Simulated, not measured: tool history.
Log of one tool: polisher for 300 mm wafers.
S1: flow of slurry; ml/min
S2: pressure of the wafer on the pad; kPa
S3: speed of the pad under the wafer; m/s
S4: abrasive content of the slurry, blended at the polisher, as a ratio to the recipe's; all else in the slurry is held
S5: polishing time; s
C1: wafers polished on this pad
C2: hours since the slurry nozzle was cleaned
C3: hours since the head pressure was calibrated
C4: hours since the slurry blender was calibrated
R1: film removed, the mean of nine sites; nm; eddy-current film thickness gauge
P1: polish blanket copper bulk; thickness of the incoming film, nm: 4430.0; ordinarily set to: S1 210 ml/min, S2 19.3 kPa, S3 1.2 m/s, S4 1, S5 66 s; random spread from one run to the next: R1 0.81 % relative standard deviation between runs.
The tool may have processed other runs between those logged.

Run 1, day 0.433: S1 210 ml/min, S2 19.3 kPa, S3 1.2 m/s, S4 1, S5 66 s; C1 572; C2 107.5; C3 248.4; C4 188.7. Result: R1 856.5 nm.
Run 2, day 0.679: S1 210 ml/min, S2 11.7 kPa, S3 1.2 m/s, S4 1, S5 66 s; C1 613; C2 113.4; C3 254.3; C4 194.6. Result: R1 511.22 nm.
Run 3, day 1.062: S1 210 ml/min, S2 19.3 kPa, S3 1.2 m/s, S4 1, S5 66 s; C1 677; C2 122.6; C3 263.5; C4 203.8. Result: R1 857.13 nm.
Run 4, day 1.35: S1 210 ml/min, S2 19.3 kPa, S3 1.2 m/s, S4 1, S5 66 s; C1 725; C2 129.5; C3 270.4; C4 210.7. Result: R1 855.06 nm.
Run 5, day 1.75: S1 210 ml/min, S2 19.3 kPa, S3 1.62 m/s, S4 1, S5 66 s; C1 792; C2 139.1; C3 280; C4 220.3. Result: R1 1144.4 nm.
Run 6, day 2.146: S1 275 ml/min, S2 19.3 kPa, S3 1.2 m/s, S4 1, S5 66 s; C1 858; C2 148.6; C3 289.5; C4 229.8. Result: R1 875.68 nm.
Run 7, day 2.588: S1 210 ml/min, S2 19.3 kPa, S3 1.2 m/s, S4 1, S5 44 s; C1 932; C2 159.2; C3 300.1; C4 240.4. Result: R1 568 nm.
Run 8, day 2.883: S1 210 ml/min, S2 19.3 kPa, S3 1.2 m/s, S4 1, S5 66 s; C1 982; C2 166.3; C3 307.2; C4 247.5. Result: R1 862.2 nm.
Run 9, day 3.362: S1 125 ml/min, S2 19.3 kPa, S3 1.2 m/s, S4 1, S5 66 s; C1 1062; C2 177.8; C3 318.7; C4 259. Result: R1 778.95 nm.
Run 10, day 3.771: S1 210 ml/min, S2 27.6 kPa, S3 1.2 m/s, S4 1, S5 66 s; C1 1130; C2 187.6; C3 328.5; C4 268.8. Result: R1 1235.5 nm.
At day 3.954: slurry nozzle cleaned.
Run 11, day 4.125: S1 210 ml/min, S2 19.3 kPa, S3 1.2 m/s, S4 0.55, S5 66 s; C1 1189; C2 4.2; C3 337; C4 277.3. Result: R1 749.97 nm.
Run 12, day 4.404: S1 210 ml/min, S2 19.3 kPa, S3 1.2 m/s, S4 1, S5 104 s; C1 1236; C2 10.9; C3 343.7; C4 284. Result: R1 1345.7 nm.
Run 13, day 4.808: S1 210 ml/min, S2 19.3 kPa, S3 1.2 m/s, S4 1, S5 66 s; C1 1303; C2 20.6; C3 353.4; C4 293.7. Result: R1 847.28 nm.
Run 14, day 5.042: S1 210 ml/min, S2 19.3 kPa, S3 0.56 m/s, S4 1, S5 66 s; C1 1342; C2 26.2; C3 359; C4 299.3. Result: R1 400.07 nm.
At day 5.079: slurry blender recalibrated.
Run 15, day 5.412: S1 125 ml/min, S2 19.3 kPa, S3 1.2 m/s, S4 0.75, S5 66 s; C1 1404; C2 35.1; C3 367.9; C4 8.1. Result: R1 736.43 nm.
Run 16, day 5.742: S1 210 ml/min, S2 13.1 kPa, S3 1.2 m/s, S4 1, S5 42 s; C1 1459; C2 43; C3 375.8; C4 16. Result: R1 369.19 nm.
Run 17, day 6.096: S1 210 ml/min, S2 19.3 kPa, S3 1.2 m/s, S4 1.45, S5 66 s; C1 1519; C2 51.5; C3 384.3; C4 24.5. Result: R1 922.14 nm.
Run 18, day 6.562: S1 210 ml/min, S2 19.3 kPa, S3 1.2 m/s, S4 1, S5 66 s; C1 1597; C2 62.7; C3 395.5; C4 35.7. Result: R1 848.55 nm.
Run 19, day 6.85: S1 210 ml/min, S2 19.3 kPa, S3 1.2 m/s, S4 1, S5 66 s; C1 1645; C2 69.6; C3 402.4; C4 42.6. Result: R1 842.32 nm.
Run 20, day 7.192: S1 210 ml/min, S2 19.3 kPa, S3 1.2 m/s, S4 1, S5 66 s; C1 1702; C2 77.8; C3 410.6; C4 50.8. Result: R1 832.35 nm.
Run 21, day 7.442: S1 210 ml/min, S2 19.3 kPa, S3 1.2 m/s, S4 1, S5 66 s; C1 1744; C2 83.8; C3 416.6; C4 56.8. Result: R1 819.2 nm.
At day 7.629: slurry blender recalibrated.
Run 22, day 7.875: S1 210 ml/min, S2 19.3 kPa, S3 1.2 m/s, S4 1, S5 66 s; C1 1816; C2 94.2; C3 427; C4 6. Result: R1 802.02 nm.
Run 23, day 8.088: S1 210 ml/min, S2 19.3 kPa, S3 1.2 m/s, S4 1, S5 66 s; C1 1852; C2 99.3; C3 432.1; C4 11.1. Result: R1 812.52 nm.
At day 8.217: worn pad replaced by a new one.
Run 24, day 8.492: S1 210 ml/min, S2 19.3 kPa, S3 1.2 m/s, S4 1, S5 66 s; C1 46; C2 109; C3 441.8; C4 20.8. Result: R1 799.27 nm.
Run 25, day 8.896: S1 210 ml/min, S2 19.3 kPa, S3 1.2 m/s, S4 1, S5 66 s; C1 113; C2 118.7; C3 451.5; C4 30.5. Result: R1 812.23 nm.
Run 26, day 9.154: S1 210 ml/min, S2 19.3 kPa, S3 1.2 m/s, S4 1, S5 66 s; C1 156; C2 124.9; C3 457.7; C4 36.7. Result: R1 808.56 nm.

The output of P1 has drifted from where it used to be. Each of the 2 causes below, taken at the size shown beside it, accounts for the log equally well:
A: head's pressure below its setpoint, % = 5.2
B: slurry flow missing at the pad, % = 30.1
Onset of the creep was near day 6.562.
Every other cause this tool's parts could produce, and why it does not fit the log:
removal rate lost through wear of the pad, %: was serviced at day 8.217, once the creep was under way, yet the earlier output never came back
abrasive missing from the slurry, %: was serviced at day 7.629, once the creep was under way, yet the earlier output never came back

You are offered 4 check runs, listed below with question marks in place of their results; each one averages 5 wafers. Which run separates the listed causes by giving clearly different results for each?
Run check 1, day 9.412: S1 210 ml/min, S2 19.3 kPa, S3 1.52 m/s, S4 1, S5 66 s. Result: R1 ?.
Run check 2, day 9.412: S1 125 ml/min, S2 19.3 kPa, S3 1.2 m/s, S4 1, S5 66 s. Result: R1 ?.
Run check 3, day 9.412: S1 210 ml/min, S2 12.4 kPa, S3 1.2 m/s, S4 1, S5 66 s. Result: R1 ?.
Run check 4, day 9.412: S1 210 ml/min, S2 14.5 kPa, S3 1.2 m/s, S4 1.25, S5 66 s. Result: R1 ?.

What each check would give under each cause:
  check  result    if A    if B
check 1      R1  1023.7  1023.8
check 2      R1  743.33  719.78
check 3      R1  519.57  519.59
check 4      R1  636.26  636.28
Distance between the nearest two causes, measured in the result of the check that separates them most: check 1 0 %; check 2 3.22 %; check 3 0 %; check 4 0 %
The other checks would show nearly matching results whichever cause is true, so check 2 is the only one that separates the causes.

With check 2 done, the readings were: R1 743.24 nm. Identify which of the listed causes applies.

The correct cause is A, namely: head's pressure below its setpoint, %.
